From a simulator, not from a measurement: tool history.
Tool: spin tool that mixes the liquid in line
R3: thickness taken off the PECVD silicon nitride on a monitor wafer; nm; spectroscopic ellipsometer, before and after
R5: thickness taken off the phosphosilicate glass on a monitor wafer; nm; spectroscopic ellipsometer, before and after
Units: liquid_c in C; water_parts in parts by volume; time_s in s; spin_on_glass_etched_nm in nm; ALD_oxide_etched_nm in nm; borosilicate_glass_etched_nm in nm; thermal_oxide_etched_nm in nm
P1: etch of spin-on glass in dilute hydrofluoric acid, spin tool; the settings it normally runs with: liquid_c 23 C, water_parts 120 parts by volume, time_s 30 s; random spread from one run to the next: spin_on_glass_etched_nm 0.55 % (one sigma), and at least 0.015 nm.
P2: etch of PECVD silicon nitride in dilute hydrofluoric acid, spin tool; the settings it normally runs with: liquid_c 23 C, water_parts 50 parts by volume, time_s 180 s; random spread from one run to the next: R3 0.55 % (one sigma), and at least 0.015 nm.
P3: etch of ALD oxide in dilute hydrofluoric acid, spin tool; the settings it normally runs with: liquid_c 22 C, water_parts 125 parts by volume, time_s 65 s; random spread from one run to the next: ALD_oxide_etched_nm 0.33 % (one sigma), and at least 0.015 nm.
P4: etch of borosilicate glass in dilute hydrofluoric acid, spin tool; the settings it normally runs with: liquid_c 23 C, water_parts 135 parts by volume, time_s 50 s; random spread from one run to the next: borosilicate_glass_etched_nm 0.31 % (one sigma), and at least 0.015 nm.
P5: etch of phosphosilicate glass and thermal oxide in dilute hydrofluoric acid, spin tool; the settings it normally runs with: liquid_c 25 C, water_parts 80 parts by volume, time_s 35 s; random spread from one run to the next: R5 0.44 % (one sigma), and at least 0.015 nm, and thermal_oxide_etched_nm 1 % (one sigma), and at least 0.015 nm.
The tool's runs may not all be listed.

Run 1, hour 11.6: process P1, liquid_c 23 C, water_parts 120 parts by volume, time_s 30 s. Result: spin_on_glass_etched_nm 9.3738 nm.
Run 2, hour 20.5: process P3, liquid_c 22 C, water_parts 190 parts by volume, time_s 65 s. Result: ALD_oxide_etched_nm 5.3773 nm.
Run 3, hour 29.2: process P2, liquid_c 23 C, water_parts 50 parts by volume, time_s 180 s. Result: R3 5.8304 nm.
Run 4, hour 42.4: process P3, liquid_c 22 C, water_parts 125 parts by volume, time_s 65 s. Result: ALD_oxide_etched_nm 8.8071 nm.
Run 5, hour 51.8: process P4, liquid_c 23 C, water_parts 135 parts by volume, time_s 50 s. Result: borosilicate_glass_etched_nm 19.1450 nm.
Run 6, hour 59.5: process P5, liquid_c 25 C, water_parts 120 parts by volume, time_s 35 s. Result: R5 20.036 nm, thermal_oxide_etched_nm 1.4329 nm.
Run 7, hour 70.5: process P1, liquid_c 23 C, water_parts 120 parts by volume, time_s 15 s. Result: spin_on_glass_etched_nm 4.6624 nm.
Run 8, hour 81.9: process P5, liquid_c 25 C, water_parts 80 parts by volume, time_s 35 s. Result: R5 31.494 nm, thermal_oxide_etched_nm 2.3241 nm.
Run 9, hour 89.8: process P1, liquid_c 23 C, water_parts 40 parts by volume, time_s 30 s. Result: spin_on_glass_etched_nm 30.9310 nm.
Run 10, hour 99.3: process P3, liquid_c 22 C, water_parts 125 parts by volume, time_s 100 s. Result: ALD_oxide_etched_nm 13.5160 nm.
Run 11, hour 108.5: process P2, liquid_c 23 C, water_parts 50 parts by volume, time_s 180 s. Result: R3 5.8605 nm.
Run 12, hour 115.5: process P4, liquid_c 23 C, water_parts 20 parts by volume, time_s 50 s. Result: borosilicate_glass_etched_nm 149.0400 nm.
At hour 125.9: thermometer replaced.
Run 13, hour 126.0: process P4, liquid_c 23 C, water_parts 135 parts by volume, time_s 15 s. Result: borosilicate_glass_etched_nm 5.7194 nm.
Run 14, hour 139.1: process P1, liquid_c 28 C, water_parts 120 parts by volume, time_s 30 s. Result: spin_on_glass_etched_nm 11.3350 nm.
Run 15, hour 153.8: process P2, liquid_c 23 C, water_parts 50 parts by volume, time_s 85 s. Result: R3 2.7700 nm.
Run 16, hour 161.9: process P1, liquid_c 17 C, water_parts 120 parts by volume, time_s 30 s. Result: spin_on_glass_etched_nm 7.3883 nm.
Run 17, hour 171.7: process P3, liquid_c 22 C, water_parts 125 parts by volume, time_s 65 s. Result: ALD_oxide_etched_nm 8.8058 nm.
Run 18, hour 178.1: process P3, liquid_c 17 C, water_parts 125 parts by volume, time_s 65 s. Result: ALD_oxide_etched_nm 7.2036 nm.
Run 19, hour 191.3: process P4, liquid_c 23 C, water_parts 135 parts by volume, time_s 50 s. Result: borosilicate_glass_etched_nm 19.1780 nm.
Run 20, hour 204.8: process P2, liquid_c 27 C, water_parts 50 parts by volume, time_s 180 s. Result: R3 7.6565 nm.
Run 21, hour 212.7: process P1, liquid_c 23 C, water_parts 120 parts by volume, time_s 50 s. Result: spin_on_glass_etched_nm 15.5280 nm.
Run 22, hour 226.5: process P2, liquid_c 23 C, water_parts 70 parts by volume, time_s 180 s. Result: R3 4.2055 nm.
Run 23, hour 237.9: process P1, liquid_c 17 C, water_parts 210 parts by volume, time_s 30 s. Result: spin_on_glass_etched_nm 3.8472 nm.
Run 24, hour 246.1: process P4, liquid_c 17 C, water_parts 135 parts by volume, time_s 50 s. Result: borosilicate_glass_etched_nm 15.1120 nm.
Run 25, hour 259.6: process P1, liquid_c 23 C, water_parts 120 parts by volume, time_s 30 s. Result: spin_on_glass_etched_nm 9.3432 nm.
Run 26, hour 266.5: process P5, liquid_c 25 C, water_parts 80 parts by volume, time_s 35 s. Result: R5 31.222 nm, thermal_oxide_etched_nm 2.3055 nm.
Run 27, hour 274.5: process P1, liquid_c 23 C, water_parts 120 parts by volume, time_s 30 s. Result: spin_on_glass_etched_nm 9.4089 nm.
Run 28, hour 284.7: process P5, liquid_c 25 C, water_parts 80 parts by volume, time_s 55 s. Result: R5 49.581 nm, thermal_oxide_etched_nm 3.5949 nm.
Run 29, hour 297.0: process P5, liquid_c 19 C, water_parts 80 parts by volume, time_s 35 s. Result: R5 24.735 nm, thermal_oxide_etched_nm 1.7546 nm.
Run 30, hour 305.4: process P1, liquid_c 23 C, water_parts 180 parts by volume, time_s 30 s. Result: spin_on_glass_etched_nm 5.7958 nm.
Run 31, hour 316.7: process P1, liquid_c 23 C, water_parts 120 parts by volume, time_s 30 s. Result: spin_on_glass_etched_nm 9.3866 nm.
Run 32, hour 328.7: process P1, liquid_c 23 C, water_parts 120 parts by volume, time_s 30 s. Result: spin_on_glass_etched_nm 9.3196 nm.
Run 33, hour 336.2: process P1, liquid_c 23 C, water_parts 120 parts by volume, time_s 30 s. Result: spin_on_glass_etched_nm 9.1245 nm.
Run 34, hour 345.3: process P1, liquid_c 23 C, water_parts 120 parts by volume, time_s 30 s. Result: spin_on_glass_etched_nm 8.8592 nm.
Run 35, hour 356.3: process P1, liquid_c 23 C, water_parts 120 parts by volume, time_s 30 s. Result: spin_on_glass_etched_nm 8.7294 nm.
Run 36, hour 368.4: process P1, liquid_c 23 C, water_parts 120 parts by volume, time_s 30 s. Result: spin_on_glass_etched_nm 8.6734 nm.
Run 37, hour 383.1: process P1, liquid_c 23 C, water_parts 120 parts by volume, time_s 30 s. Result: spin_on_glass_etched_nm 8.6055 nm.
Run 38, hour 390.7: process P1, liquid_c 23 C, water_parts 120 parts by volume, time_s 30 s. Result: spin_on_glass_etched_nm 8.7062 nm.
Run 39, hour 403.8: process P1, liquid_c 23 C, water_parts 120 parts by volume, time_s 30 s. Result: spin_on_glass_etched_nm 8.7035 nm.

P1 no longer gives what it gave before; its output has crept away from where it was. The following 2 causes, each at its listed size, fit the log equally well:
A: liquid colder than its thermometer reads (K) = 2.01
B: hydrofluoric acid flow below the setpoint (%) = 6.74
At approximately hour 328.7, the process output began to creep.

Each of the 4 check runs below uses one wafer; its results are left as question marks. Which run tells the causes apart?
Run check 1, hour 416.9: process P5, liquid_c 25 C, water_parts 80 parts by volume, time_s 35 s. Result: R5 ?, thermal_oxide_etched_nm ?.
Run check 2, hour 416.9: process P4, liquid_c 23 C, water_parts 135 parts by volume, time_s 50 s. Result: borosilicate_glass_etched_nm ?.
Run check 3, hour 416.9: process P2, liquid_c 23 C, water_parts 50 parts by volume, time_s 180 s. Result: R3 ?.
Run check 4, hour 416.9: process P3, liquid_c 22 C, water_parts 125 parts by volume, time_s 65 s. Result: ALD_oxide_etched_nm ?.

Check results expected under each cause:
  check                        result     if A     if B
check 1                            R5   29.095   29.200
check 1       thermal_oxide_etched_nm   2.1015   2.1091
check 2  borosilicate_glass_etched_nm  17.7160  17.6860
check 3                            R3   5.1099   5.4773
check 4           ALD_oxide_etched_nm   8.1158   8.1207
Per check, the gap between the least separated pair of causes, taken in the result that splits them most: check 1 0.36 %; check 2 0.17 %; check 3 6.94 %; check 4 0.06 %
Check 3 is the one run that separates the causes; every other check would come out nearly the same whichever cause is at work.

After running check 3, the following was obtained: R3 5.0987 nm. Which cause does this point to?

Of the candidate causes, it is A: liquid colder than its thermometer reads (K).
